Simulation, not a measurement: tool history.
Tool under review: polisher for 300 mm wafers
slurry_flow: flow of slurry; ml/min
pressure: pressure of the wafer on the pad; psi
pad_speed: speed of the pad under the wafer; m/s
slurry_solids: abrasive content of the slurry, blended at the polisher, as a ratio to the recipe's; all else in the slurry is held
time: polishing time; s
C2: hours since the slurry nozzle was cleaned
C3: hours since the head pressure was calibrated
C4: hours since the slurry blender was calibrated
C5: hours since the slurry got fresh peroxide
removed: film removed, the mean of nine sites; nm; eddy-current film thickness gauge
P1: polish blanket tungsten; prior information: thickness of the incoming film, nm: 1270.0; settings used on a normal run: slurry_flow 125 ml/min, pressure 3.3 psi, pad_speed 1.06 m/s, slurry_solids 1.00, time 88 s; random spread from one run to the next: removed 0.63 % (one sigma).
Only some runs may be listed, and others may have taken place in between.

run 1 hour=9.5 | slurry_flow=125 pressure=3.3 pad_speed=1.06 slurry_solids=1.00 time=88 | wafers_polished_on_this_pad=173 C2=256.5 C3=394.7 C4=93.6 C5=110.6 | removed=330.93
run 2 hour=21.2 | slurry_flow=125 pressure=4.2 pad_speed=1.06 slurry_solids=1.00 time=88 | wafers_polished_on_this_pad=287 C2=268.2 C3=406.4 C4=105.3 C5=122.3 | removed=425.79
run 3 hour=31.2 | slurry_flow=200 pressure=3.3 pad_speed=1.06 slurry_solids=1.00 time=88 | wafers_polished_on_this_pad=383 C2=278.2 C3=416.4 C4=115.3 C5=132.3 | removed=366.04
run 4 hour=42.2 | slurry_flow=95 pressure=3.3 pad_speed=1.06 slurry_solids=0.80 time=88 | wafers_polished_on_this_pad=490 C2=289.2 C3=427.4 C4=126.3 C5=143.3 | removed=298.51
run 5 hour=48.8 | slurry_flow=125 pressure=3.3 pad_speed=1.06 slurry_solids=0.55 time=88 | wafers_polished_on_this_pad=554 C2=295.8 C3=434.0 C4=132.9 C5=149.9 | removed=289.11
-- hour=49.5 slurry nozzle cleaned
run 6 hour=55.5 | slurry_flow=125 pressure=3.3 pad_speed=1.06 slurry_solids=1.00 time=88 | wafers_polished_on_this_pad=619 C2=6.1 C3=440.7 C4=139.6 C5=156.6 | removed=336.29
run 7 hour=61.2 | slurry_flow=125 pressure=1.5 pad_speed=1.06 slurry_solids=1.00 time=88 | wafers_polished_on_this_pad=674 C2=11.8 C3=446.4 C4=145.3 C5=162.3 | removed=150.84
run 8 hour=68.2 | slurry_flow=125 pressure=3.3 pad_speed=1.06 slurry_solids=1.00 time=88 | wafers_polished_on_this_pad=742 C2=18.8 C3=453.4 C4=152.3 C5=169.3 | removed=333.78
run 9 hour=76.0 | slurry_flow=125 pressure=3.3 pad_speed=1.06 slurry_solids=1.00 time=88 | wafers_polished_on_this_pad=817 C2=26.6 C3=461.2 C4=160.1 C5=177.1 | removed=333.56
-- hour=83.6 slurry tank refilled with fresh slurry and peroxide
run 10 hour=88.4 | slurry_flow=125 pressure=3.3 pad_speed=1.06 slurry_solids=1.00 time=88 | wafers_polished_on_this_pad=937 C2=39.0 C3=473.6 C4=172.5 C5=4.8 | removed=333.21
run 11 hour=95.7 | slurry_flow=125 pressure=3.3 pad_speed=1.66 slurry_solids=1.00 time=88 | wafers_polished_on_this_pad=1008 C2=46.3 C3=480.9 C4=179.8 C5=12.1 | removed=527.16
run 12 hour=102.2 | slurry_flow=125 pressure=3.3 pad_speed=1.06 slurry_solids=1.00 time=132 | wafers_polished_on_this_pad=1071 C2=52.8 C3=487.4 C4=186.3 C5=18.6 | removed=499.89
run 13 hour=113.8 | slurry_flow=125 pressure=3.3 pad_speed=1.06 slurry_solids=1.00 time=88 | wafers_polished_on_this_pad=1183 C2=64.4 C3=499.0 C4=197.9 C5=30.2 | removed=335.68
run 14 hour=124.6 | slurry_flow=125 pressure=5.1 pad_speed=1.06 slurry_solids=1.20 time=88 | wafers_polished_on_this_pad=1288 C2=75.2 C3=509.8 C4=208.7 C5=41.0 | removed=541.11
run 15 hour=134.5 | slurry_flow=125 pressure=3.3 pad_speed=1.06 slurry_solids=1.00 time=53 | wafers_polished_on_this_pad=1384 C2=85.1 C3=519.7 C4=218.6 C5=50.9 | removed=201.97
run 16 hour=141.3 | slurry_flow=125 pressure=1.8 pad_speed=1.06 slurry_solids=1.00 time=117 | wafers_polished_on_this_pad=1449 C2=91.9 C3=526.5 C4=225.4 C5=57.7 | removed=241.42
run 17 hour=147.7 | slurry_flow=125 pressure=3.3 pad_speed=1.06 slurry_solids=1.45 time=88 | wafers_polished_on_this_pad=1511 C2=98.3 C3=532.9 C4=231.8 C5=64.1 | removed=366.20
run 18 hour=160.1 | slurry_flow=75 pressure=3.3 pad_speed=1.06 slurry_solids=1.00 time=88 | wafers_polished_on_this_pad=1631 C2=110.7 C3=545.3 C4=244.2 C5=76.5 | removed=290.59
run 19 hour=172.8 | slurry_flow=125 pressure=3.3 pad_speed=0.72 slurry_solids=1.00 time=88 | wafers_polished_on_this_pad=1754 C2=123.4 C3=558.0 C4=256.9 C5=89.2 | removed=227.10
run 20 hour=179.6 | slurry_flow=125 pressure=3.3 pad_speed=1.06 slurry_solids=1.00 time=88 | wafers_polished_on_this_pad=1820 C2=130.2 C3=564.8 C4=263.7 C5=96.0 | removed=334.85
run 21 hour=191.7 | slurry_flow=125 pressure=3.3 pad_speed=1.06 slurry_solids=1.00 time=88 | wafers_polished_on_this_pad=1937 C2=142.3 C3=576.9 C4=275.8 C5=108.1 | removed=315.99
run 22 hour=201.9 | slurry_flow=125 pressure=3.3 pad_speed=1.06 slurry_solids=1.00 time=88 | wafers_polished_on_this_pad=2036 C2=152.5 C3=587.1 C4=286.0 C5=118.3 | removed=310.45
-- hour=204.5 worn pad replaced by a new one
-- hour=206.7 slurry blender recalibrated
run 23 hour=210.7 | slurry_flow=125 pressure=3.3 pad_speed=1.06 slurry_solids=1.00 time=88 | wafers_polished_on_this_pad=60 C2=161.3 C3=595.9 C4=4.1 C5=127.1 | removed=309.06
-- hour=216.2 slurry tank refilled with fresh slurry and peroxide
run 24 hour=216.8 | slurry_flow=125 pressure=3.3 pad_speed=1.06 slurry_solids=1.00 time=88 | wafers_polished_on_this_pad=119 C2=167.4 C3=602.0 C4=10.2 C5=0.6 | removed=309.51
run 25 hour=224.0 | slurry_flow=125 pressure=3.3 pad_speed=1.06 slurry_solids=1.00 time=88 | wafers_polished_on_this_pad=189 C2=174.6 C3=609.2 C4=17.4 C5=7.8 | removed=310.95
run 26 hour=233.2 | slurry_flow=125 pressure=3.3 pad_speed=1.06 slurry_solids=1.00 time=88 | wafers_polished_on_this_pad=278 C2=183.8 C3=618.4 C4=26.6 C5=17.0 | removed=304.34

P1 has crept away from where it was. The log is fitted equally well by each of these 2 causes, at the sizes shown:
A: slurry flow missing at the pad, % = 28.2
B: head's pressure below its setpoint, % = 7.64
The creep began at about hour 179.6.
Other possible causes, and why each is ruled out:
removal rate lost through wear of the pad, %: serviced at hour 204.5, which brought nothing back
abrasive missing from the slurry, %: serviced at hour 206.7, which brought nothing back
peroxide lost from the slurry, %: serviced at hour 216.2, which brought nothing back

The list below offers 4 check runs, each averaging the results of 2 wafers, and shows each result as a question mark. For which of them would the listed causes give clearly different results?
run check 1 hour=242.4 | slurry_flow=125 pressure=1.8 pad_speed=1.06 slurry_solids=1.00 time=64 | removed=?
run check 2 hour=242.4 | slurry_flow=125 pressure=1.6 pad_speed=1.06 slurry_solids=0.55 time=88 | removed=?
run check 3 hour=242.4 | slurry_flow=125 pressure=3.3 pad_speed=1.50 slurry_solids=0.65 time=88 | removed=?
run check 4 hour=242.4 | slurry_flow=75 pressure=1.9 pad_speed=1.06 slurry_solids=1.00 time=88 | removed=?

Expected result of each check under each candidate cause:
check=check_1 result=removed if_A=122.18 if_B=122.17
check=check_2 result=removed if_A=130.19 if_B=130.17
check=check_3 result=removed if_A=394.49 if_B=394.43
check=check_4 result=removed if_A=148.69 if_B=155.24
Gap, in per cent, between the two causes that each check separates least, read from the result that separates them most: check 1 0.01 %; check 2 0.01 %; check 3 0.01 %; check 4 4.31 %
Only check 4 tells the causes apart: in the others they would give nearly the same result.

Check 4 has now been run. It gave: removed 154.67 nm. Which of the candidate causes is it?

Of the candidate causes, it is B: head's pressure below its setpoint, %.
